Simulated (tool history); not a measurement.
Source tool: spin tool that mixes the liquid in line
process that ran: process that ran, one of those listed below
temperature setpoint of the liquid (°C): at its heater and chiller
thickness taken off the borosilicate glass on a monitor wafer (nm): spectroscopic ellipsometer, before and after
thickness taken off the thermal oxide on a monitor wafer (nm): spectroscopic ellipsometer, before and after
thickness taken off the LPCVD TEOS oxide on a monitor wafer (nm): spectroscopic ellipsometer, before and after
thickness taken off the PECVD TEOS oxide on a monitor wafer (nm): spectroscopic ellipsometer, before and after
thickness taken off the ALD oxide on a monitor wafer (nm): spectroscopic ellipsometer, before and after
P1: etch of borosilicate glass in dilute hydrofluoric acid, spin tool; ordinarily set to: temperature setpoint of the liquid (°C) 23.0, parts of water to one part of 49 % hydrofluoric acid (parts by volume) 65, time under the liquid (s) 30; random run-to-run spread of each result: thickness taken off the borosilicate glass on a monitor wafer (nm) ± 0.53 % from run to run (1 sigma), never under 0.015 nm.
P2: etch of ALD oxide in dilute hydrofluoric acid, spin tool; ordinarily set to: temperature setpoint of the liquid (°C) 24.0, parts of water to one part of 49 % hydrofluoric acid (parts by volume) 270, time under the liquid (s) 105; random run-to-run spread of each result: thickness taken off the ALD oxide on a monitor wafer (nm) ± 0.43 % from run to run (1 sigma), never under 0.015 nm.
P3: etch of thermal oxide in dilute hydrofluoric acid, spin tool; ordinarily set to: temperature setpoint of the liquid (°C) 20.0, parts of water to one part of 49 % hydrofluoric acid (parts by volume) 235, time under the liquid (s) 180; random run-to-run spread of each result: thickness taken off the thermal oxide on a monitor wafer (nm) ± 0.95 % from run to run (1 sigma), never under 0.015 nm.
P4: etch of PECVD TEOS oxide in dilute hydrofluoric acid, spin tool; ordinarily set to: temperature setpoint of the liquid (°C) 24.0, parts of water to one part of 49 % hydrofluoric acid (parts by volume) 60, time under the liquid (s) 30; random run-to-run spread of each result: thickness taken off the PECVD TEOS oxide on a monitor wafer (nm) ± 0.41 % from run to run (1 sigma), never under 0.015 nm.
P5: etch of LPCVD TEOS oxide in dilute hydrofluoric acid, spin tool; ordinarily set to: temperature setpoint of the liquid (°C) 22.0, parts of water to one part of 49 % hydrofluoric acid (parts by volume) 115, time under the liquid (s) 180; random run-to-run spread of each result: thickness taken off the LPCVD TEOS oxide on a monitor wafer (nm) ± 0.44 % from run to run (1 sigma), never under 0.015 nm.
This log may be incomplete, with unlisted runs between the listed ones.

run,hour,process that ran,temperature setpoint of the liquid (°C),parts of water to one part of 49 % hydrofluoric acid (parts by volume),time under the liquid (s),hours since the thermometer was replaced,hours since the hydrofluoric acid flow meter was replaced,thickness taken off the borosilicate glass on a monitor wafer (nm),thickness taken off the thermal oxide on a monitor wafer (nm),thickness taken off the LPCVD TEOS oxide on a monitor wafer (nm),thickness taken off the PECVD TEOS oxide on a monitor wafer (nm),thickness taken off the ALD oxide on a monitor wafer (nm)
1,9.8,P1,23.0,65,30,624.6,487.7,13.5230,,,,
2,19.3,P1,23.0,65,30,634.1,497.2,13.5200,,,,
3,29.2,P3,24.5,235,180,644.0,507.1,,3.3206,,,
4,37.5,P3,20.0,235,180,652.3,515.4,,2.7751,,,
5,47.8,P5,22.0,180,180,662.6,525.7,,,35.219,,
6,56.4,P1,19.5,65,15,671.2,534.3,5.8626,,,,
7,62.7,P1,29.5,65,30,677.5,540.6,17.5980,,,,
8,68.5,P5,22.0,115,180,683.3,546.4,,,59.135,,
9,78.4,P4,24.0,25,30,693.2,556.3,,,,23.7810,
10,90.1,P4,24.0,60,30,704.9,568.0,,,,9.5205,
11,96.6,P1,23.0,40,30,711.4,574.5,22.9700,,,,
12,106.8,P3,20.0,75,180,721.6,584.7,,10.4580,,,
13,118.2,P2,24.0,270,105,733.0,596.1,,,,,10.6820
14,123.4,P1,26.5,105,30,738.2,601.3,9.1154,,,,
15,134.0,P1,23.0,65,30,748.8,611.9,13.5120,,,,
16,142.2,P2,24.0,270,210,757.0,620.1,,,,,21.3300
17,148.5,P1,23.0,65,30,763.3,626.4,13.5960,,,,
18,154.1,P5,17.0,115,180,768.9,632.0,,,48.411,,
# hour 156.9: thermometer replaced
19,159.2,P1,23.0,115,30,2.3,637.1,7.2154,,,,
20,170.1,P3,20.0,235,345,13.2,648.0,,5.3766,,,
21,175.2,P5,22.0,115,60,18.3,653.1,,,19.548,,
22,186.0,P1,17.0,65,30,29.1,663.9,10.4500,,,,
23,194.0,P4,32.0,60,30,37.1,671.9,,,,12.9330,
24,200.0,P1,23.0,65,60,43.1,677.9,27.1530,,,,
25,211.6,P1,23.0,65,15,54.7,689.5,6.8399,,,,
26,218.7,P2,24.0,475,105,61.8,696.6,,,,,5.0051
27,229.2,P4,24.0,60,15,72.3,707.1,,,,4.7384,
28,239.5,P2,30.5,270,105,82.6,717.4,,,,,13.2910
29,247.4,P5,22.0,115,180,90.5,725.3,,,58.837,,
30,253.4,P1,23.0,65,30,96.5,731.3,13.3770,,,,
31,262.5,P3,20.0,235,180,105.6,740.4,,2.7920,,,

Run 32, settings as shown, results not yet in. Your forecast:
32,269.1,P2,24.0,270,105,112.2,747.0,,,,,?

Run 32 gave thickness taken off the ALD oxide on a monitor wafer (nm) 10.7060.
